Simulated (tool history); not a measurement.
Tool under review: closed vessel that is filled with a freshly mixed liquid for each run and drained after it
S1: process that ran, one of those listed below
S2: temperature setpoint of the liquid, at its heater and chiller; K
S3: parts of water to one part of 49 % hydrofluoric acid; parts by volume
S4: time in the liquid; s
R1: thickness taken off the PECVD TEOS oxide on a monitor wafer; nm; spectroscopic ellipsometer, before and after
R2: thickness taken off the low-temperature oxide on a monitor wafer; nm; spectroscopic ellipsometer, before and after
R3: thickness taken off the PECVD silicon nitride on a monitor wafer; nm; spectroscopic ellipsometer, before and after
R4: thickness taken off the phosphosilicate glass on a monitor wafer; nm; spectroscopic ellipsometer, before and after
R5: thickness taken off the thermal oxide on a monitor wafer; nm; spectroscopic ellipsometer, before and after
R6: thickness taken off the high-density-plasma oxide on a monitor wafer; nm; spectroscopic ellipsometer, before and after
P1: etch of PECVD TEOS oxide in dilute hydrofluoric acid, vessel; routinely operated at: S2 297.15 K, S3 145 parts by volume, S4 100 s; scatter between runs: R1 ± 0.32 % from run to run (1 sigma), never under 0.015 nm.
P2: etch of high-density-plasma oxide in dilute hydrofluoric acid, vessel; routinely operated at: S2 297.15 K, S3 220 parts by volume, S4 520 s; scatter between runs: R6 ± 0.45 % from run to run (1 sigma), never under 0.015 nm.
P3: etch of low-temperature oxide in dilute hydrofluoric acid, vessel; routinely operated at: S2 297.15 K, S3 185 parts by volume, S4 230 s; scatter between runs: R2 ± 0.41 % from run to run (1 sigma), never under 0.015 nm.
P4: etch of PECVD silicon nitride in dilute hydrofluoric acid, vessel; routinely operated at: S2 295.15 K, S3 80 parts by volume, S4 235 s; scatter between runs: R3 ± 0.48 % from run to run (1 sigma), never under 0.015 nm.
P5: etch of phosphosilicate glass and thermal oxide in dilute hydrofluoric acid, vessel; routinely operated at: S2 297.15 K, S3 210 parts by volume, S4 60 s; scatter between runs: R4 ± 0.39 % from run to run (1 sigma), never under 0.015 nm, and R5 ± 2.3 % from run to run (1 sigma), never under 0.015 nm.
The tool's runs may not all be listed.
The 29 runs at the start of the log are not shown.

run   hour  S1      S2   S3   S4      R1  R2  R3  R4  R5  R6
 30  157.5  P1  290.15  145   30    1.91
 31  164.7  P1  297.15  145  100  8.3725
 32  171.8  P1  297.15  145  100  8.3813
 33  178.4  P1  297.15  145  100  8.6556
 34  182.8  P1  297.15  145  100  8.7368
 35  188.6  P1  297.15  145  100  8.8535
 36    194  P1  297.15  145  100  8.9822
 37  198.2  P1  297.15  145  100  9.0492

What will run 38 give?
 38  202.9  P1  297.15  145  100   ?

Logged for run 38: R1 9.0692 nm.
